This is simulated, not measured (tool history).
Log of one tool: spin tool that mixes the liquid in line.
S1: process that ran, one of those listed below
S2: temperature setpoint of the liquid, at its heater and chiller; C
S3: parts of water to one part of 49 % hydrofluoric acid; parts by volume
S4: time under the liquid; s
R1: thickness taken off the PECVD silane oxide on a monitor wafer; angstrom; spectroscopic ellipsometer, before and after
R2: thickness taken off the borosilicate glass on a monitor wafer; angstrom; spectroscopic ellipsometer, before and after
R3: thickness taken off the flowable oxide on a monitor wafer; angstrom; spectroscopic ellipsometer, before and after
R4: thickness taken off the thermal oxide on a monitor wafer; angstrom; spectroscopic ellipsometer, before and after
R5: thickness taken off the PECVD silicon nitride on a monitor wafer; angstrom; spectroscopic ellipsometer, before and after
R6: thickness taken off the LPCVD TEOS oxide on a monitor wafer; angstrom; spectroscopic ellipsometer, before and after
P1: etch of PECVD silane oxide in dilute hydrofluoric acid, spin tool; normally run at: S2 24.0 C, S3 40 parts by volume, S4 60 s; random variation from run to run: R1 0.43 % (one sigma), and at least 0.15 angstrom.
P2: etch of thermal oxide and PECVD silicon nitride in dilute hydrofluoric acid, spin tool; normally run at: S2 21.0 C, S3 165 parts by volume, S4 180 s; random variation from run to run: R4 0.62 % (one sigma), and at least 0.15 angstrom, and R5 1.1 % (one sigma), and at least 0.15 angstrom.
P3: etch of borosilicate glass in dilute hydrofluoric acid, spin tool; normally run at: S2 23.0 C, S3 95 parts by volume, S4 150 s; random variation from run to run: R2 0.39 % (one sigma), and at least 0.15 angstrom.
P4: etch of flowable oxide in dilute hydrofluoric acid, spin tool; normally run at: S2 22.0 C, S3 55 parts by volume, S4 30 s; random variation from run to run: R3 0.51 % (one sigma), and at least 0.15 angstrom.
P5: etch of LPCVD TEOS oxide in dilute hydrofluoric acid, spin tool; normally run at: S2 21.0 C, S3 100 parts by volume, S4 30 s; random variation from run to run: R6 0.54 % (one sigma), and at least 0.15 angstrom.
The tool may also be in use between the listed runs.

| run | hour | S1 | S2 | S3 | S4 | R1 | R2 | R3 | R4 | R5 | R6 |
|---|---|---|---|---|---|---|---|---|---|---|---|
| 1 | 8.5 | P1 | 24.0 | 40 | 60 | 519.11 |  |  |  |  |  |
| 2 | 13.4 | P1 | 24.0 | 40 | 60 | 521.98 |  |  |  |  |  |
| 3 | 21.8 | P3 | 23.0 | 95 | 245 |  | 898.94 |  |  |  |  |
| 4 | 29.1 | P3 | 23.0 | 95 | 150 |  | 550.95 |  |  |  |  |
| 5 | 37.5 | P4 | 22.0 | 55 | 60 |  |  | 439.19 |  |  |  |
| 6 | 44.2 | P1 | 24.0 | 40 | 20 | 172.78 |  |  |  |  |  |
| 7 | 49.6 | P2 | 21.0 | 165 | 15 |  |  |  | 3.4687 | 1.5964 |  |
| 8 | 54.4 | P5 | 21.0 | 165 | 30 |  |  |  |  |  | 82.049 |
| 9 | 59.8 | P1 | 24.0 | 40 | 90 | 779.59 |  |  |  |  |  |
| 10 | 67.3 | P2 | 21.0 | 165 | 180 |  |  |  | 42.0020 | 20.6790 |  |
| 11 | 71.6 | P3 | 23.0 | 95 | 150 |  | 547.27 |  |  |  |  |
| 12 | 78.8 | P1 | 24.0 | 65 | 60 | 307.07 |  |  |  |  |  |
| 13 | 85.6 | P3 | 23.0 | 145 | 150 |  | 338.83 |  |  |  |  |
| 14 | 89.6 | P1 | 24.0 | 20 | 60 | 1056.30 |  |  |  |  |  |
| 15 | 93.8 | P4 | 22.0 | 80 | 30 |  |  | 147.97 |  |  |  |
| 16 | 101.9 | P4 | 17.0 | 55 | 30 |  |  | 178.49 |  |  |  |
| 17 | 108.3 | P5 | 17.0 | 100 | 30 |  |  |  |  |  | 123.360 |
| 18 | 115.6 | P1 | 24.0 | 55 | 105 | 643.69 |  |  |  |  |  |
| 19 | 119.9 | P5 | 21.0 | 100 | 15 |  |  |  |  |  | 72.384 |
| 20 | 123.8 | P2 | 26.0 | 165 | 180 |  |  |  | 50.5670 | 28.6630 |  |
| 21 | 132.3 | P4 | 22.0 | 55 | 30 |  |  | 222.14 |  |  |  |
| 22 | 139.6 | P1 | 18.5 | 40 | 60 | 410.77 |  |  |  |  |  |
| 23 | 144.5 | P4 | 22.0 | 55 | 30 |  |  | 222.47 |  |  |  |
| 24 | 152.1 | P5 | 21.0 | 100 | 30 |  |  |  |  |  | 145.190 |
| 25 | 156.4 | P1 | 24.0 | 40 | 60 | 514.06 |  |  |  |  |  |
| 26 | 163.4 | P1 | 31.5 | 40 | 60 | 700.47 |  |  |  |  |  |
| 27 | 168.9 | P1 | 24.0 | 40 | 60 | 517.06 |  |  |  |  |  |
| 28 | 175.6 | P3 | 17.0 | 95 | 150 |  | 427.78 |  |  |  |  |
| 29 | 181.6 | P2 | 21.0 | 40 | 180 |  |  |  | 196.6100 | 81.5170 |  |
| 30 | 186.0 | P1 | 24.0 | 40 | 60 | 517.64 |  |  |  |  |  |
| 31 | 193.3 | P1 | 24.0 | 40 | 60 | 499.13 |  |  |  |  |  |
| 32 | 199.2 | P1 | 24.0 | 40 | 60 | 491.43 |  |  |  |  |  |
| 33 | 203.9 | P1 | 24.0 | 40 | 60 | 490.75 |  |  |  |  |  |
| 34 | 210.3 | P1 | 24.0 | 40 | 60 | 480.46 |  |  |  |  |  |
| 35 | 217.7 | P1 | 24.0 | 40 | 60 | 480.13 |  |  |  |  |  |
| 36 | 221.5 | P1 | 24.0 | 40 | 60 | 477.46 |  |  |  |  |  |
| 37 | 227.2 | P1 | 24.0 | 40 | 60 | 482.54 |  |  |  |  |  |

What P1 gives has crept away from where it was. These 2 causes fit the log equally well, each at the size given:
A: hydrofluoric acid flow below the setpoint (%) = 6.49
B: liquid colder than its thermometer reads (K) = 1.7
The creep began at about hour 186.0.

4 check runs are offered, each on 3 wafers whose results are averaged, their results left as question marks. Which one tells the causes apart?
| check 1 | 232.9 | P2 | 25.5 | 40 | 180 |  |  |  | ? | ? |  |
| check 2 | 232.9 | P4 | 17.0 | 55 | 55 |  |  | ? |  |  |  |
| check 3 | 232.9 | P5 | 17.0 | 100 | 15 |  |  |  |  |  | ? |
| check 4 | 232.9 | P3 | 17.0 | 95 | 215 |  | ? |  |  |  |  |

What each check would give under each cause:
| check | result | if A | if B |
|---|---|---|---|
| check 1 | R4 | 222.5000 | 222.7000 |
| check 1 | R5 | 104.8400 | 99.8250 |
| check 2 | R3 | 305.77 | 304.91 |
| check 3 | R6 | 56.967 | 57.082 |
| check 4 | R2 | 570.49 | 571.33 |
How far apart the two closest causes lie, in the result that separates them most: check 1 4.9 %; check 2 0.28 %; check 3 0.2 %; check 4 0.15 %
Only check 1 tells the causes apart: in the others they would give nearly the same result.

Check 1 was then run and gave: R4 223.1200 angstrom; R5 100.0000 angstrom. Which cause is it?

It is B: liquid colder than its thermometer reads (K).
